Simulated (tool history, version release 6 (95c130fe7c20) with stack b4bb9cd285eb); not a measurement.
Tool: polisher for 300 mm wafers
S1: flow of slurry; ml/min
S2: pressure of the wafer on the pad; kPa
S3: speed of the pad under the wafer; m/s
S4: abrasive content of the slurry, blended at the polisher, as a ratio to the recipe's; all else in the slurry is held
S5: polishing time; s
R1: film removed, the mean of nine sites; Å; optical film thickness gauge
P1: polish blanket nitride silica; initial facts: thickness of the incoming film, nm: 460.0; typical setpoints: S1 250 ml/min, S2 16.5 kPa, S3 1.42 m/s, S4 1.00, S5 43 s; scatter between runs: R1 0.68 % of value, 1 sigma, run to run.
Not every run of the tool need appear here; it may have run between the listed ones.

run	hour	S1	S2	S3	S4	S5	R1
1	10.3	250	16.5	1.42	1.00	43	220.900
2	21.6	315	16.5	1.42	1.00	43	225.850
3	34.4	250	16.5	1.42	1.00	43	222.040
4	47.2	250	16.5	1.42	1.50	43	262.510
5	58.3	165	16.5	1.42	1.00	43	210.940
# hour 59.9: conditioning disc replaced and pad reconditioned
6	66.0	250	16.5	1.42	1.00	59	305.440
7	78.4	250	16.5	2.10	1.00	43	304.230
8	89.1	250	16.5	0.68	1.00	43	123.640
9	105.9	250	16.5	1.42	1.00	19	97.475
10	114.8	250	8.3	1.42	1.00	43	109.790
11	131.0	250	16.5	1.42	1.00	43	226.170
12	143.4	250	16.5	1.42	1.00	43	221.750
# hour 147.3: head pressure recalibrated
# hour 150.0: slurry nozzle cleaned
13	157.3	250	16.5	1.42	1.00	43	221.880
14	169.0	250	16.5	1.42	1.00	43	220.230
15	180.0	250	16.5	1.42	1.00	43	223.820
16	190.9	250	22.8	1.42	1.00	43	303.640
17	206.5	250	16.5	1.42	0.65	43	178.940
18	216.1	375	22.1	1.42	1.00	43	308.660
19	225.5	250	16.5	1.42	1.00	43	222.410
20	241.4	250	16.5	1.42	1.00	43	211.940
21	256.6	250	16.5	1.42	1.00	43	204.860
22	265.2	250	16.5	1.42	1.00	43	202.050
# hour 279.6: conditioning disc replaced and pad reconditioned
23	281.9	250	16.5	1.42	1.00	43	199.630
# hour 296.2: head pressure recalibrated
24	298.5	250	16.5	1.42	1.00	43	196.220
25	314.4	250	16.5	1.42	1.00	43	194.520
26	330.6	250	16.5	1.42	1.00	43	192.450
27	345.2	250	16.5	1.42	1.00	43	189.910
28	360.6	250	16.5	1.42	1.00	43	190.250

What P1 gives has crept away from where it was. These 2 causes fit the log equally well, each at the size given:
A: removal rate lost through wear of the pad, % = 13.7
B: abrasive missing from the slurry, % = 25.8
The onset of the drift is placed at about hour 225.5.
All other causes, with the reason each is excluded:
slurry flow missing at the pad, %: at most 40, which would move R1 by -6.7 %: too little, or the wrong way
head's pressure below its setpoint, %: serviced at hour 296.2, which brought nothing back
time polished since the conditioner stopped cutting, s: serviced at hour 279.6, which brought nothing back

Which of the 4 check runs listed below, each an average over 3 wafers with its results shown as question marks, gives clearly different results under the different listed causes?
check 1	376.0	250	16.5	1.42	1.00	23	?
check 2	376.0	310	16.5	1.42	1.00	27	?
check 3	376.0	250	16.5	1.42	0.65	34	?
check 4	376.0	250	16.5	2.06	1.00	27	?

What every check run would give for each of its results, assuming each possible cause in turn:
check	result	if A	if B
check 1	R1	102.730	102.790
check 2	R1	123.100	123.180
check 3	R1	122.000	118.270
check 4	R1	162.410	162.500
Smallest distance between any two causes, each pair judged by its most separating result, in per cent: check 1 0.06 %; check 2 0.06 %; check 3 3.11 %; check 4 0.06 %
Check 3 distinguishes between the causes, while the remaining checks would return nearly the same result for all of them.

Then check 3 was run and gave: R1 118.030 Å. Which cause is it?

It was cause B: abrasive missing from the slurry, %.
